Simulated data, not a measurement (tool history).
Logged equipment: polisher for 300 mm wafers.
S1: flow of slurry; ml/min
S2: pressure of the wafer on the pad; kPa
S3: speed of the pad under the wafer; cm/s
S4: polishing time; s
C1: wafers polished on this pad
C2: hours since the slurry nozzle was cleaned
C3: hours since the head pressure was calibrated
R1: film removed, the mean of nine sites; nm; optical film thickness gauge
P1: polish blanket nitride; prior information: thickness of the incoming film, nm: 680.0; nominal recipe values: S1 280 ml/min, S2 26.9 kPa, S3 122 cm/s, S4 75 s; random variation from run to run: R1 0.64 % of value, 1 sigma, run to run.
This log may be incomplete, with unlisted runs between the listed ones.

run 1 hour=4.2 | S1=280 S2=26.9 S3=122 S4=75 | C1=265 C2=111.8 C3=446 | R1=190.74
run 2 hour=6.9 | S1=280 S2=26.9 S3=122 S4=111 | C1=297 C2=114.5 C3=448.7 | R1=279.94
-- hour=7.8 slurry nozzle cleaned
run 3 hour=10.2 | S1=280 S2=15.9 S3=122 S4=75 | C1=335 C2=2.5 C3=452 | R1=111.65
run 4 hour=13.8 | S1=280 S2=26.9 S3=122 S4=75 | C1=378 C2=6.1 C3=455.6 | R1=186.94
run 5 hour=16.6 | S1=280 S2=26.9 S3=68 S4=75 | C1=411 C2=8.9 C3=458.4 | R1=118.34
run 6 hour=19.8 | S1=280 S2=26.9 S3=122 S4=75 | C1=449 C2=12.1 C3=461.6 | R1=191.12
run 7 hour=22.4 | S1=280 S2=26.9 S3=122 S4=75 | C1=479 C2=14.7 C3=464.2 | R1=191.32
run 8 hour=26.8 | S1=280 S2=41.4 S3=122 S4=75 | C1=531 C2=19.1 C3=468.6 | R1=290.8
run 9 hour=29.5 | S1=205 S2=26.9 S3=94 S4=75 | C1=563 C2=21.8 C3=471.3 | R1=147.25
run 10 hour=33.8 | S1=170 S2=26.9 S3=122 S4=75 | C1=613 C2=26.1 C3=475.6 | R1=179.79
run 11 hour=36.2 | S1=280 S2=26.9 S3=122 S4=34 | C1=642 C2=28.5 C3=478 | R1=86.194
run 12 hour=38.3 | S1=405 S2=26.9 S3=122 S4=75 | C1=666 C2=30.6 C3=480.1 | R1=194.05
run 13 hour=41.9 | S1=280 S2=26.9 S3=122 S4=75 | C1=709 C2=34.2 C3=483.7 | R1=188.75
run 14 hour=46.2 | S1=280 S2=26.9 S3=122 S4=75 | C1=759 C2=38.5 C3=488 | R1=191.31
run 15 hour=50.6 | S1=280 S2=26.9 S3=70 S4=55 | C1=811 C2=42.9 C3=492.4 | R1=89.01
run 16 hour=54.5 | S1=280 S2=26.9 S3=156 S4=75 | C1=857 C2=46.8 C3=496.3 | R1=232.28
-- hour=55 head pressure recalibrated
run 17 hour=58.9 | S1=280 S2=26.9 S3=122 S4=75 | C1=909 C2=51.2 C3=3.9 | R1=187.86
run 18 hour=61.7 | S1=280 S2=26.9 S3=122 S4=75 | C1=942 C2=54 C3=6.7 | R1=187.82
run 19 hour=64 | S1=280 S2=26.9 S3=122 S4=75 | C1=969 C2=56.3 C3=9 | R1=188.84
run 20 hour=68.1 | S1=280 S2=26.9 S3=122 S4=75 | C1=1017 C2=60.4 C3=13.1 | R1=186.38
-- hour=69.4 worn pad replaced by a new one
run 21 hour=72 | S1=280 S2=26.9 S3=122 S4=75 | C1=30 C2=64.3 C3=17 | R1=183.71
run 22 hour=74.3 | S1=280 S2=26.9 S3=122 S4=75 | C1=57 C2=66.6 C3=19.3 | R1=181.15
run 23 hour=76.3 | S1=280 S2=26.9 S3=122 S4=75 | C1=81 C2=68.6 C3=21.3 | R1=184.6
run 24 hour=80.4 | S1=280 S2=26.9 S3=122 S4=75 | C1=129 C2=72.7 C3=25.4 | R1=183.5

Something has made what P1 gives creep away from where it was; the 2 causes below, each at its own stated size, fit the log equally well:
A: head's pressure below its setpoint, % = 3.9
B: slurry flow missing at the pad, % = 29.6
The onset of the drift is placed at about hour 61.7.
Excluded causes, each with its reason:
removal rate lost through wear of the pad, %: was serviced at hour 69.4, once the creep was under way, yet the earlier output never came back

You are offered 4 check runs, listed below with question marks in place of their results; each one averages 5 wafers. Which run separates the listed causes by giving clearly different results for each?
run check 1 hour=84.5 | S1=280 S2=17.9 S3=122 S4=75 | R1=?
run check 2 hour=84.5 | S1=280 S2=26.9 S3=156 S4=107 | R1=?
run check 3 hour=84.5 | S1=170 S2=37.9 S3=122 S4=75 | R1=?
run check 4 hour=84.5 | S1=280 S2=33.1 S3=122 S4=75 | R1=?

What each check would give under each cause:
check=check_1 result=R1 if_A=121.83 if_B=121.83
check=check_2 result=R1 if_A=317.38 if_B=317.39
check=check_3 result=R1 if_A=242.49 if_B=236.83
check=check_4 result=R1 if_A=224.92 if_B=224.92
Per check, the gap between the least separated pair of causes, taken in the result that splits them most: check 1 0 %; check 2 0 %; check 3 2.36 %; check 4 0 %
Only check 3 tells the causes apart: in the others they would give nearly the same result.

The results of check 3 are: R1 235.9 nm. Based on these, which of the listed causes is it?

B is the cause: slurry flow missing at the pad, %.
